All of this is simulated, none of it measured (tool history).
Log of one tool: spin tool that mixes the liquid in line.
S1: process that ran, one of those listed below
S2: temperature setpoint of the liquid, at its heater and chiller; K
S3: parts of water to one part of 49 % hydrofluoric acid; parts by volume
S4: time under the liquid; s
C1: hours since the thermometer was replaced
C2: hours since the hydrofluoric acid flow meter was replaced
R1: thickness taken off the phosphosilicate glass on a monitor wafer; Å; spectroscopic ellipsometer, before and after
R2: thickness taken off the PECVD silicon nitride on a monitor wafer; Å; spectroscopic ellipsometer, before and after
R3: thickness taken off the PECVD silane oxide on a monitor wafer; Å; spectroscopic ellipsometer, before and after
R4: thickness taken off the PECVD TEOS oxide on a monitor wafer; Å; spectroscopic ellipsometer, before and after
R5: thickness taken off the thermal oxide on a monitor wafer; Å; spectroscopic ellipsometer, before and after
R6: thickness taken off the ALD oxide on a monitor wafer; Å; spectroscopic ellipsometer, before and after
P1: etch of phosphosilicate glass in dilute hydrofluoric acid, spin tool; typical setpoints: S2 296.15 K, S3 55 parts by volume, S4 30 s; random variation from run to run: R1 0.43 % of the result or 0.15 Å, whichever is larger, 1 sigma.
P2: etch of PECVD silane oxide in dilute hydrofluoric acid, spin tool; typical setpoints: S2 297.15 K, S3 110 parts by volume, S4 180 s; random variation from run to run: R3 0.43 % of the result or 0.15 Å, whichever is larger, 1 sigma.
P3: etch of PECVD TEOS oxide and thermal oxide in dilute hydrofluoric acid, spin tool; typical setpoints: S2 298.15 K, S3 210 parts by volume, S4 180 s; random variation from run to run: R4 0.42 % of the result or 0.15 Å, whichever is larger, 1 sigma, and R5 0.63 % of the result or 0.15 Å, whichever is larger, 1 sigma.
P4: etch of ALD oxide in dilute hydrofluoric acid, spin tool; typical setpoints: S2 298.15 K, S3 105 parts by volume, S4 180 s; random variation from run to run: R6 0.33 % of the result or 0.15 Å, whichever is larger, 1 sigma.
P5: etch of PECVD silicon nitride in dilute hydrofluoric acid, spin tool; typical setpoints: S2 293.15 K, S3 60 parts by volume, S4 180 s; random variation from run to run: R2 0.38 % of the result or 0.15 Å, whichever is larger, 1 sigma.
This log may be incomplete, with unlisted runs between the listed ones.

run 1 hour=9.2 | S1=P1 S2=296.15 S3=55 S4=30 | C1=1829.7 C2=529.6 | R1=1032.80
run 2 hour=16.7 | S1=P5 S2=293.15 S3=60 S4=300 | C1=1837.2 C2=537.1 | R2=172.69
run 3 hour=30.7 | S1=P2 S2=297.15 S3=110 S4=35 | C1=1851.2 C2=551.1 | R3=47.457
run 4 hour=37.8 | S1=P2 S2=297.15 S3=155 S4=180 | C1=1858.3 C2=558.2 | R3=164.390
run 5 hour=48.5 | S1=P1 S2=296.15 S3=20 S4=30 | C1=1869.0 C2=568.9 | R1=3003.90
run 6 hour=59.4 | S1=P5 S2=301.65 S3=60 S4=180 | C1=1879.9 C2=579.8 | R2=183.61
run 7 hour=71.5 | S1=P1 S2=296.15 S3=55 S4=30 | C1=1892.0 C2=591.9 | R1=1040.00
run 8 hour=83.1 | S1=P3 S2=298.15 S3=210 S4=180 | C1=1903.6 C2=603.5 | R4=137.870 R5=35.894
run 9 hour=95.9 | S1=P3 S2=298.15 S3=210 S4=35 | C1=1916.4 C2=616.3 | R4=26.649 R5=7.176
run 10 hour=108.3 | S1=P4 S2=298.15 S3=105 S4=285 | C1=1928.8 C2=628.7 | R6=274.20
run 11 hour=121.9 | S1=P5 S2=293.15 S3=60 S4=180 | C1=1942.4 C2=642.3 | R2=104.16
run 12 hour=134.8 | S1=P1 S2=296.15 S3=55 S4=15 | C1=1955.3 C2=655.2 | R1=514.92
run 13 hour=150.8 | S1=P5 S2=293.15 S3=105 S4=180 | C1=1971.3 C2=671.2 | R2=59.74
run 14 hour=164.6 | S1=P3 S2=290.15 S3=210 S4=180 | C1=1985.1 C2=685.0 | R4=101.300 R5=26.525
run 15 hour=173.5 | S1=P1 S2=290.15 S3=55 S4=30 | C1=1994.0 C2=693.9 | R1=799.87
run 16 hour=188.1 | S1=P4 S2=298.15 S3=105 S4=180 | C1=2008.6 C2=708.5 | R6=174.44
run 17 hour=199.0 | S1=P4 S2=298.15 S3=45 S4=180 | C1=2019.5 C2=719.4 | R6=436.98
run 18 hour=212.7 | S1=P1 S2=296.15 S3=55 S4=30 | C1=2033.2 C2=733.1 | R1=1042.60
run 19 hour=221.8 | S1=P4 S2=290.15 S3=105 S4=180 | C1=2042.3 C2=742.2 | R6=125.00
run 20 hour=230.1 | S1=P1 S2=296.15 S3=55 S4=30 | C1=2050.6 C2=750.5 | R1=1035.10
run 21 hour=237.1 | S1=P3 S2=298.15 S3=35 S4=180 | C1=2057.6 C2=757.5 | R4=1027.500 R5=272.530
run 22 hour=252.4 | S1=P1 S2=296.15 S3=55 S4=55 | C1=2072.9 C2=772.8 | R1=1897.40
run 23 hour=260.2 | S1=P1 S2=302.65 S3=55 S4=15 | C1=2080.7 C2=780.6 | R1=670.17
run 24 hour=271.1 | S1=P2 S2=303.65 S3=110 S4=180 | C1=2091.6 C2=791.5 | R3=310.460
run 25 hour=283.4 | S1=P5 S2=293.15 S3=60 S4=180 | C1=2103.9 C2=803.8 | R2=103.83
run 26 hour=290.7 | S1=P1 S2=296.15 S3=55 S4=30 | C1=2111.2 C2=811.1 | R1=1038.50
run 27 hour=300.1 | S1=P1 S2=296.15 S3=55 S4=30 | C1=2120.6 C2=820.5 | R1=1032.60
run 28 hour=316.1 | S1=P1 S2=300.65 S3=55 S4=30 | C1=2136.6 C2=836.5 | R1=1245.20
run 29 hour=328.7 | S1=P2 S2=297.15 S3=110 S4=180 | C1=2149.2 C2=849.1 | R3=243.340
run 30 hour=341.1 | S1=P1 S2=296.15 S3=85 S4=30 | C1=2161.6 C2=861.5 | R1=645.55
run 31 hour=357.0 | S1=P2 S2=297.15 S3=110 S4=180 | C1=2177.5 C2=877.4 | R3=242.110
run 32 hour=366.5 | S1=P4 S2=298.15 S3=105 S4=180 | C1=2187.0 C2=886.9 | R6=174.83
run 33 hour=375.9 | S1=P1 S2=296.15 S3=55 S4=30 | C1=2196.4 C2=896.3 | R1=1041.40
run 34 hour=384.8 | S1=P1 S2=296.15 S3=55 S4=30 | C1=2205.3 C2=905.2 | R1=1052.80
run 35 hour=398.5 | S1=P1 S2=296.15 S3=55 S4=30 | C1=2219.0 C2=918.9 | R1=1070.70
run 36 hour=412.4 | S1=P1 S2=296.15 S3=55 S4=30 | C1=2232.9 C2=932.8 | R1=1091.60
run 37 hour=425.7 | S1=P1 S2=296.15 S3=55 S4=30 | C1=2246.2 C2=946.1 | R1=1093.70
run 38 hour=435.1 | S1=P1 S2=296.15 S3=55 S4=30 | C1=2255.6 C2=955.5 | R1=1101.10
run 39 hour=449.0 | S1=P1 S2=296.15 S3=55 S4=30 | C1=2269.5 C2=969.4 | R1=1104.10
run 40 hour=461.4 | S1=P1 S2=296.15 S3=55 S4=30 | C1=2281.9 C2=981.8 | R1=1104.00
run 41 hour=475.1 | S1=P1 S2=296.15 S3=55 S4=30 | C1=2295.6 C2=995.5 | R1=1102.50
run 42 hour=490.7 | S1=P1 S2=296.15 S3=55 S4=30 | C1=2311.2 C2=1011.1 | R1=1103.50
run 43 hour=500.6 | S1=P1 S2=296.15 S3=55 S4=30 | C1=2321.1 C2=1021.0 | R1=1112.40

Something has made what P1 gives creep away from where it was; the 2 causes below, each at its own stated size, fit the log equally well:
A: liquid hotter than its thermometer reads (K) = 1.58
B: hydrofluoric acid flow above the setpoint (%) = 6.25
The creep began at about hour 375.9.

Listed below are the offered check runs, one wafer per run, with question marks in place of results. For which of them would the causes give clearly different outcomes?
run check 1 hour=510.5 | S1=P3 S2=291.65 S3=50 S4=180 | R4=? R5=?
run check 2 hour=510.5 | S1=P2 S2=302.15 S3=110 S4=180 | R3=?
run check 3 hour=510.5 | S1=P5 S2=296.15 S3=60 S4=180 | R2=?
run check 4 hour=510.5 | S1=P4 S2=298.15 S3=105 S4=270 | R6=?

Outcome of each check run for each possible cause:
check=check_1 result=R4 if_A=571.080 if_B=569.100
check=check_1 result=R5 if_A=150.860 if_B=150.340
check=check_2 result=R3 if_A=312.800 if_B=316.140
check=check_3 result=R2 if_A=141.77 if_B=135.28
check=check_4 result=R6 if_A=277.71 if_B=279.68
How far apart the two closest causes lie, in the result that separates them most: check 1 0.35 %; check 2 1.06 %; check 3 4.68 %; check 4 0.71 %
The other checks would show nearly matching results whichever cause is true, so check 3 is the only one that separates the causes.

Here is what check 3 returned: R2 134.65 Å. Which cause is it?

The correct cause is B, namely: hydrofluoric acid flow above the setpoint (%).
